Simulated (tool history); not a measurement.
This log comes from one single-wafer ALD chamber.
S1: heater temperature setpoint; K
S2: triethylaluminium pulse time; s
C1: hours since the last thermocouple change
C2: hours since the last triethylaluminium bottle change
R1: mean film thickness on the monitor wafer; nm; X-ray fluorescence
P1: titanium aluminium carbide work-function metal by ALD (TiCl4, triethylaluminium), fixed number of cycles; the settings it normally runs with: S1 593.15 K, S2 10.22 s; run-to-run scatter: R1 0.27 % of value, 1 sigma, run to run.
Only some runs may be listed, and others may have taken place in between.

run	hour	S1	S2	C1	C2	R1
1	10.7	593.15	10.22	868.5	235.9	2.1630
2	22.1	570.15	10.22	879.9	247.3	1.9651
3	30.8	593.15	4.53	888.6	256.0	1.7558
4	40.9	593.15	10.22	898.7	266.1	2.1682
5	47.8	572.15	13.40	905.6	273.0	2.0185
6	61.7	578.15	6.20	919.5	286.9	1.8506
7	71.8	593.15	10.22	929.6	297.0	2.1596
8	78.7	593.15	10.22	936.5	303.9	2.1635
9	87.1	593.15	16.03	944.9	312.3	2.2201
10	96.5	616.15	10.22	954.3	321.7	2.3645
11	109.7	593.15	10.22	967.5	334.9	2.1506
12	121.6	573.15	14.05	979.4	346.8	2.0270
13	133.9	593.15	10.22	991.7	359.1	2.1599
14	147.4	593.15	10.22	1005.2	372.6	2.1470

Predict the results of run 15:
15	159.1	593.15	10.22	1016.9	384.3	?

For run 15 the tool returned R1 2.1371 nm.
